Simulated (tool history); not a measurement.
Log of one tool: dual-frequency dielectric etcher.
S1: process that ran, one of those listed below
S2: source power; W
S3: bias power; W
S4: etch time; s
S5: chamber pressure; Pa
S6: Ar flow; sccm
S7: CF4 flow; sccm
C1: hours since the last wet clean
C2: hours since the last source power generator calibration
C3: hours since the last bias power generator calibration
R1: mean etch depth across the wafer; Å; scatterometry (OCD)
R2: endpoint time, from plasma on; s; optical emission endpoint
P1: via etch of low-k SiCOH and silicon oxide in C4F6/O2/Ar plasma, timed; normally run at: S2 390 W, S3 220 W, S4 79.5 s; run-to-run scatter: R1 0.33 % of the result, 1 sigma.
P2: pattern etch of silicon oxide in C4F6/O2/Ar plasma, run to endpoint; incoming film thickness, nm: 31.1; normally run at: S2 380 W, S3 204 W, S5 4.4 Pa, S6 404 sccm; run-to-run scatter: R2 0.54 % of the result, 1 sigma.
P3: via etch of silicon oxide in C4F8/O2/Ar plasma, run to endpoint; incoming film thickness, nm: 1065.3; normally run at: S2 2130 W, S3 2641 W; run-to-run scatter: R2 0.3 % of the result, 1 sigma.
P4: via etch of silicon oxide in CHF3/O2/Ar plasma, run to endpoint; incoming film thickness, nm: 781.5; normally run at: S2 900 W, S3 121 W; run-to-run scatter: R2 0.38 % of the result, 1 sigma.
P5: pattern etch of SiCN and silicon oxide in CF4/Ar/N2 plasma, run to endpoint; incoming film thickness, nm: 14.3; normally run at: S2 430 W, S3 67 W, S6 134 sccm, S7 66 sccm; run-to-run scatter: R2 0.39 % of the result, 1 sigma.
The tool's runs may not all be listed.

Run 1, hour 7.6: S1 P1, S2 390 W, S3 220 W, S4 79.5 s; C1 251.2; C2 2184.6; C3 2151.3. Result: R1 2294.9 Å.
Run 2, hour 12.1: S1 P2, S2 380 W, S3 204 W, S5 5.93 Pa, S6 404 sccm; C1 255.7; C2 2189.1; C3 2155.8. Result: R2 10.257 s.
Run 3, hour 19: S1 P3, S2 2130 W, S3 2641 W; C1 262.6; C2 2196; C3 2162.7. Result: R2 195.85 s.
Run 4, hour 23.7: S1 P1, S2 390 W, S3 220 W, S4 79.5 s; C1 267.3; C2 2200.7; C3 2167.4. Result: R1 2284.6 Å.
Run 5, hour 30.5: S1 P1, S2 390 W, S3 220 W, S4 79.5 s; C1 274.1; C2 2207.5; C3 2174.2. Result: R1 2292.9 Å.
Run 6, hour 37.1: S1 P4, S2 670 W, S3 121 W; C1 280.7; C2 2214.1; C3 2180.8. Result: R2 429.92 s.
Run 7, hour 43.4: S1 P5, S2 430 W, S3 67 W, S6 134 sccm, S7 66 sccm; C1 287; C2 2220.4; C3 2187.1. Result: R2 18.532 s.
Run 8, hour 51.5: S1 P1, S2 390 W, S3 291 W, S4 79.5 s; C1 295.1; C2 2228.5; C3 2195.2. Result: R1 2515.3 Å.
Run 9, hour 57.4: S1 P3, S2 2130 W, S3 3410 W; C1 301; C2 2234.4; C3 2201.1. Result: R2 180.08 s.
Run 10, hour 61.6: S1 P2, S2 380 W, S3 204 W, S5 4.4 Pa, S6 321 sccm; C1 305.2; C2 2238.6; C3 2205.3. Result: R2 9.6414 s.
Run 11, hour 65.4: S1 P1, S2 240 W, S3 220 W, S4 79.5 s; C1 309; C2 2242.4; C3 2209.1. Result: R1 1895.7 Å.
Run 12, hour 73.3: S1 P1, S2 390 W, S3 220 W, S4 98.5 s; C1 316.9; C2 2250.3; C3 2217. Result: R1 2844 Å.
Run 13, hour 77.4: S1 P2, S2 510 W, S3 204 W, S5 4.4 Pa, S6 404 sccm; C1 321; C2 2254.4; C3 2221.1. Result: R2 8.8027 s.
Run 14, hour 84.3: S1 P4, S2 900 W, S3 121 W; C1 327.9; C2 2261.3; C3 2228. Result: R2 379.23 s.
Run 15, hour 92.4: S1 P2, S2 380 W, S3 282 W, S5 4.4 Pa, S6 404 sccm; C1 336; C2 2269.4; C3 2236.1. Result: R2 8.9596 s.
Run 16, hour 99.7: S1 P1, S2 390 W, S3 137 W, S4 79.5 s; C1 343.3; C2 2276.7; C3 2243.4. Result: R1 1976 Å.
Run 17, hour 104.4: S1 P5, S2 430 W, S3 39 W, S6 134 sccm, S7 66 sccm; C1 348; C2 2281.4; C3 2248.1. Result: R2 22.279 s.
Run 18, hour 109.7: S1 P5, S2 430 W, S3 67 W, S6 134 sccm, S7 51 sccm; C1 353.3; C2 2286.7; C3 2253.4. Result: R2 19.439 s.
Run 19, hour 114.8: S1 P5, S2 430 W, S3 67 W, S6 167 sccm, S7 66 sccm; C1 358.4; C2 2291.8; C3 2258.5. Result: R2 19.314 s.
Run 20, hour 122.5: S1 P5, S2 560 W, S3 67 W, S6 134 sccm, S7 66 sccm; C1 366.1; C2 2299.5; C3 2266.2. Result: R2 14.697 s.
Run 21, hour 128.9: S1 P1, S2 280 W, S3 220 W, S4 59 s; C1 372.5; C2 2305.9; C3 2272.6. Result: R1 1488.9 Å.
Run 22, hour 134: S1 P4, S2 900 W, S3 73 W; C1 377.6; C2 2311; C3 2277.7. Result: R2 438.13 s.
Run 23, hour 138.7: S1 P2, S2 380 W, S3 204 W, S5 4.4 Pa, S6 404 sccm; C1 382.3; C2 2315.7; C3 2282.4. Result: R2 9.9228 s.
Run 24, hour 146.8: S1 P3, S2 1570 W, S3 2641 W; C1 390.4; C2 2323.8; C3 2290.5. Result: R2 220.21 s.
Run 25, hour 153.9: S1 P5, S2 430 W, S3 67 W, S6 134 sccm, S7 66 sccm; C1 397.5; C2 2330.9; C3 2297.6. Result: R2 18.546 s.
Run 26, hour 161.7: S1 P1, S2 460 W, S3 220 W, S4 113.5 s; C1 405.3; C2 2338.7; C3 2305.4. Result: R1 3500.9 Å.
Run 27, hour 168.8: S1 P1, S2 390 W, S3 220 W, S4 79.5 s; C1 412.4; C2 2345.8; C3 2312.5. Result: R1 2297.1 Å.
Run 28, hour 173.5: S1 P1, S2 390 W, S3 220 W, S4 58 s; C1 417.1; C2 2350.5; C3 2317.2. Result: R1 1669.9 Å.
Run 29, hour 180.3: S1 P1, S2 390 W, S3 259 W, S4 56 s; C1 423.9; C2 2357.3; C3 2324. Result: R1 1705.2 Å.
Run 30, hour 185.8: S1 P3, S2 2130 W, S3 2641 W; C1 429.4; C2 2362.8; C3 2329.5. Result: R2 196.14 s.
Run 31, hour 191.7: S1 P1, S2 390 W, S3 220 W, S4 79.5 s; C1 435.3; C2 2368.7; C3 2335.4. Result: R1 2291 Å.
Run 32, hour 198: S1 P1, S2 530 W, S3 220 W, S4 79.5 s; C1 441.6; C2 2375; C3 2341.7. Result: R1 2593 Å.
Run 33, hour 203.7: S1 P4, S2 900 W, S3 121 W; C1 447.3; C2 2380.7; C3 2347.4. Result: R2 378.65 s.
Run 34, hour 207.7: S1 P1, S2 390 W, S3 220 W, S4 79.5 s; C1 451.3; C2 2384.7; C3 2351.4. Result: R1 2285.6 Å.
Run 35, hour 214.2: S1 P1, S2 390 W, S3 220 W, S4 79.5 s; C1 457.8; C2 2391.2; C3 2357.9. Result: R1 2283.5 Å.
Run 36, hour 221.5: S1 P1, S2 390 W, S3 220 W, S4 79.5 s; C1 465.1; C2 2398.5; C3 2365.2. Result: R1 2275.1 Å.
Run 37, hour 228.9: S1 P1, S2 390 W, S3 220 W, S4 79.5 s; C1 472.5; C2 2405.9; C3 2372.6. Result: R1 2270.6 Å.
Run 38, hour 233.6: S1 P1, S2 390 W, S3 220 W, S4 79.5 s; C1 477.2; C2 2410.6; C3 2377.3. Result: R1 2271.8 Å.
Run 39, hour 240.9: S1 P1, S2 390 W, S3 220 W, S4 79.5 s; C1 484.5; C2 2417.9; C3 2384.6. Result: R1 2274.6 Å.
At hour 241.9: wet clean of the chamber.
Run 40, hour 247.9: S1 P1, S2 390 W, S3 220 W, S4 79.5 s; C1 6.1; C2 2424.9; C3 2391.6. Result: R1 2261.9 Å.
Run 41, hour 251.9: S1 P1, S2 390 W, S3 220 W, S4 79.5 s; C1 10.1; C2 2428.9; C3 2395.6. Result: R1 2259.8 Å.
Run 42, hour 258.6: S1 P1, S2 390 W, S3 220 W, S4 79.5 s; C1 16.8; C2 2435.6; C3 2402.3. Result: R1 2249.2 Å.
Run 43, hour 264: S1 P1, S2 390 W, S3 220 W, S4 79.5 s; C1 22.2; C2 2441; C3 2407.7. Result: R1 2251.5 Å.
Run 44, hour 271.4: S1 P1, S2 390 W, S3 220 W, S4 79.5 s; C1 29.6; C2 2448.4; C3 2415.1. Result: R1 2264.2 Å.
Run 45, hour 276.1: S1 P1, S2 390 W, S3 220 W, S4 79.5 s; C1 34.3; C2 2453.1; C3 2419.8. Result: R1 2256.2 Å.

What P1 gives has crept away from where it was. These 2 causes fit the log equally well, each at the size given:
A: bias power that arrives under what is set, % = 4.91
B: source power that arrives under what is set, % = 4.21
The creep began at about hour 214.2.
Why every other cause is out:
chamber walls in a state that lowers the etch rate, %: serviced at hour 241.9, which brought nothing back

4 check runs are offered, each on 2 wafers whose results are averaged, their results left as question marks. Which one tells the causes apart?
Run check 1, hour 280.8: S1 P3, S2 2130 W, S3 2641 W. Result: R2 ?.
Run check 2, hour 280.8: S1 P2, S2 380 W, S3 204 W, S5 4.4 Pa, S6 404 sccm. Result: R2 ?.
Run check 3, hour 280.8: S1 P5, S2 430 W, S3 67 W, S6 134 sccm, S7 66 sccm. Result: R2 ?.
Run check 4, hour 280.8: S1 P4, S2 900 W, S3 121 W. Result: R2 ?.

What each check would give under each cause:
  check  result    if A    if B
check 1      R2   198.7  199.06
check 2      R2  10.055  10.058
check 3      R2  18.937  19.321
check 4      R2  385.91  386.74
How far apart the two closest causes lie, in the result that separates them most: check 1 0.18 %; check 2 0.03 %; check 3 2.01 %; check 4 0.22 %
Check 3 tells the causes apart: in the others they would give nearly the same result.

Check 3 was then run and gave: R2 18.833 s. Which cause is it?

It is A: bias power that arrives under what is set, %.
